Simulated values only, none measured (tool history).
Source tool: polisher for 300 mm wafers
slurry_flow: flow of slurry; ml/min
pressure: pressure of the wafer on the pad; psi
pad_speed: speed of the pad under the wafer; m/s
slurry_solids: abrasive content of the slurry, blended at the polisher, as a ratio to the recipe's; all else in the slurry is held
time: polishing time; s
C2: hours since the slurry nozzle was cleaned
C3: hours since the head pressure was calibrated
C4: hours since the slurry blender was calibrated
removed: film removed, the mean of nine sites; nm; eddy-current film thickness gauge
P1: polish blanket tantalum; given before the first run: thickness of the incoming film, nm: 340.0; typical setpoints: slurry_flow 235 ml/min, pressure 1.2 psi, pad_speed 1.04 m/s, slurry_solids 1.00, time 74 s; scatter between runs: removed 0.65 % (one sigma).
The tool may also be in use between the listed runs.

Run 1, day 0.371: slurry_flow 235 ml/min, pressure 1.2 psi, pad_speed 1.04 m/s, slurry_solids 1.00, time 74 s; wafers polished on this pad 401; C2 344.1; C3 437.4; C4 77.2. Result: removed 90.959 nm.
Run 2, day 0.812: slurry_flow 235 ml/min, pressure 1.2 psi, pad_speed 1.04 m/s, slurry_solids 1.30, time 74 s; wafers polished on this pad 467; C2 354.7; C3 448.0; C4 87.8. Result: removed 97.038 nm.
Run 3, day 1.454: slurry_flow 235 ml/min, pressure 1.8 psi, pad_speed 1.04 m/s, slurry_solids 1.00, time 74 s; wafers polished on this pad 562; C2 370.1; C3 463.4; C4 103.2. Result: removed 137.770 nm.
Run 4, day 2.017: slurry_flow 235 ml/min, pressure 1.2 psi, pad_speed 1.04 m/s, slurry_solids 1.00, time 74 s; wafers polished on this pad 645; C2 383.6; C3 476.9; C4 116.7. Result: removed 90.263 nm.
Run 5, day 2.383: slurry_flow 140 ml/min, pressure 1.2 psi, pad_speed 1.04 m/s, slurry_solids 1.00, time 74 s; wafers polished on this pad 699; C2 392.4; C3 485.7; C4 125.5. Result: removed 84.364 nm.
Run 6, day 2.875: slurry_flow 235 ml/min, pressure 1.2 psi, pad_speed 1.04 m/s, slurry_solids 1.00, time 74 s; wafers polished on this pad 772; C2 404.2; C3 497.5; C4 137.3. Result: removed 90.103 nm.
Run 7, day 3.392: slurry_flow 235 ml/min, pressure 1.2 psi, pad_speed 1.04 m/s, slurry_solids 0.55, time 74 s; wafers polished on this pad 849; C2 416.6; C3 509.9; C4 149.7. Result: removed 72.627 nm.
Run 8, day 3.954: slurry_flow 235 ml/min, pressure 1.2 psi, pad_speed 0.72 m/s, slurry_solids 1.30, time 74 s; wafers polished on this pad 932; C2 430.1; C3 523.4; C4 163.2. Result: removed 66.365 nm.
Run 9, day 4.521: slurry_flow 235 ml/min, pressure 0.8 psi, pad_speed 1.04 m/s, slurry_solids 1.00, time 74 s; wafers polished on this pad 1016; C2 443.7; C3 537.0; C4 176.8. Result: removed 59.798 nm.
Run 10, day 5.146: slurry_flow 235 ml/min, pressure 1.2 psi, pad_speed 1.04 m/s, slurry_solids 1.00, time 74 s; wafers polished on this pad 1109; C2 458.7; C3 552.0; C4 191.8. Result: removed 90.886 nm.
Run 11, day 5.892: slurry_flow 365 ml/min, pressure 1.2 psi, pad_speed 1.04 m/s, slurry_solids 1.00, time 74 s; wafers polished on this pad 1220; C2 476.6; C3 569.9; C4 209.7. Result: removed 94.734 nm.
Run 12, day 6.346: slurry_flow 235 ml/min, pressure 1.5 psi, pad_speed 1.04 m/s, slurry_solids 0.80, time 74 s; wafers polished on this pad 1287; C2 487.5; C3 580.8; C4 220.6. Result: removed 105.800 nm.
Run 13, day 6.800: slurry_flow 235 ml/min, pressure 1.2 psi, pad_speed 1.04 m/s, slurry_solids 1.00, time 109 s; wafers polished on this pad 1354; C2 498.4; C3 591.7; C4 231.5. Result: removed 133.730 nm.
Run 14, day 7.350: slurry_flow 235 ml/min, pressure 1.2 psi, pad_speed 1.62 m/s, slurry_solids 1.00, time 74 s; wafers polished on this pad 1436; C2 511.6; C3 604.9; C4 244.7. Result: removed 141.720 nm.
Run 15, day 7.900: slurry_flow 235 ml/min, pressure 1.7 psi, pad_speed 0.58 m/s, slurry_solids 1.00, time 74 s; wafers polished on this pad 1517; C2 524.8; C3 618.1; C4 257.9. Result: removed 71.726 nm.
Run 16, day 8.379: slurry_flow 235 ml/min, pressure 1.2 psi, pad_speed 0.58 m/s, slurry_solids 1.00, time 74 s; wafers polished on this pad 1588; C2 536.3; C3 629.6; C4 269.4. Result: removed 50.307 nm.
Run 17, day 9.121: slurry_flow 235 ml/min, pressure 1.2 psi, pad_speed 1.04 m/s, slurry_solids 1.00, time 46 s; wafers polished on this pad 1698; C2 554.1; C3 647.4; C4 287.2. Result: removed 56.116 nm.
Run 18, day 9.521: slurry_flow 235 ml/min, pressure 1.2 psi, pad_speed 1.04 m/s, slurry_solids 1.00, time 74 s; wafers polished on this pad 1758; C2 563.7; C3 657.0; C4 296.8. Result: removed 90.876 nm.
Run 19, day 9.975: slurry_flow 235 ml/min, pressure 1.2 psi, pad_speed 1.04 m/s, slurry_solids 1.00, time 74 s; wafers polished on this pad 1825; C2 574.6; C3 667.9; C4 307.7. Result: removed 86.920 nm.
Run 20, day 10.650: slurry_flow 235 ml/min, pressure 1.2 psi, pad_speed 1.04 m/s, slurry_solids 1.00, time 74 s; wafers polished on this pad 1925; C2 590.8; C3 684.1; C4 323.9. Result: removed 86.017 nm.
Run 21, day 11.225: slurry_flow 235 ml/min, pressure 1.2 psi, pad_speed 1.04 m/s, slurry_solids 1.00, time 74 s; wafers polished on this pad 2010; C2 604.6; C3 697.9; C4 337.7. Result: removed 83.554 nm.
At day 11.904: slurry nozzle cleaned.
Run 22, day 11.933: slurry_flow 235 ml/min, pressure 1.2 psi, pad_speed 1.04 m/s, slurry_solids 1.00, time 74 s; wafers polished on this pad 2115; C2 0.7; C3 714.9; C4 354.7. Result: removed 84.765 nm.
Run 23, day 12.354: slurry_flow 235 ml/min, pressure 1.2 psi, pad_speed 1.04 m/s, slurry_solids 1.00, time 74 s; wafers polished on this pad 2178; C2 10.8; C3 725.0; C4 364.8. Result: removed 84.716 nm.
At day 12.367: head pressure recalibrated.
Run 24, day 13.038: slurry_flow 235 ml/min, pressure 1.2 psi, pad_speed 1.04 m/s, slurry_solids 1.00, time 74 s; wafers polished on this pad 2279; C2 27.2; C3 16.2; C4 381.2. Result: removed 82.688 nm.
Run 25, day 13.362: slurry_flow 235 ml/min, pressure 1.2 psi, pad_speed 1.04 m/s, slurry_solids 1.00, time 74 s; wafers polished on this pad 2327; C2 35.0; C3 24.0; C4 389.0. Result: removed 83.381 nm.

The log shows P1 creeping away from where it was. Any of the 2 causes listed here, at the size stated for it, fits the log just as well as the others:
A: removal rate lost through wear of the pad, % = 7.9
B: abrasive missing from the slurry, % = 23.1
Onset of the creep was near day 9.521.
All other causes, with the reason each is excluded:
slurry flow missing at the pad, %: serviced after onset, at day 11.904, with no recovery of the prior output
head's pressure below its setpoint, %: serviced after onset, at day 12.367, with no recovery of the prior output

Which of the 4 check runs listed below, each an average over 5 wafers with its results shown as question marks, gives clearly different results under the different listed causes?
Run check 1, day 13.688: slurry_flow 235 ml/min, pressure 1.7 psi, pad_speed 1.04 m/s, slurry_solids 1.00, time 98 s. Result: removed ?.
Run check 2, day 13.688: slurry_flow 235 ml/min, pressure 1.2 psi, pad_speed 1.04 m/s, slurry_solids 0.65, time 74 s. Result: removed ?.
Run check 3, day 13.688: slurry_flow 235 ml/min, pressure 0.9 psi, pad_speed 1.04 m/s, slurry_solids 1.00, time 74 s. Result: removed ?.
Run check 4, day 13.688: slurry_flow 140 ml/min, pressure 1.2 psi, pad_speed 1.04 m/s, slurry_solids 1.00, time 48 s. Result: removed ?.

What every check run would give for each of its results, assuming each possible cause in turn:
  check   result     if A     if B
check 1  removed  156.110  156.100
check 2  removed   72.113   70.259
check 3  removed   62.406   62.403
check 4  removed   50.023   50.021
Distance between the nearest two causes, measured in the result of the check that separates them most: check 1 0 %; check 2 2.61 %; check 3 0 %; check 4 0 %
Only check 2 tells the causes apart: in the others they would give nearly the same result.

Then check 2 was run and gave: removed 72.269 nm. Which cause is it?

It is A: removal rate lost through wear of the pad, %.
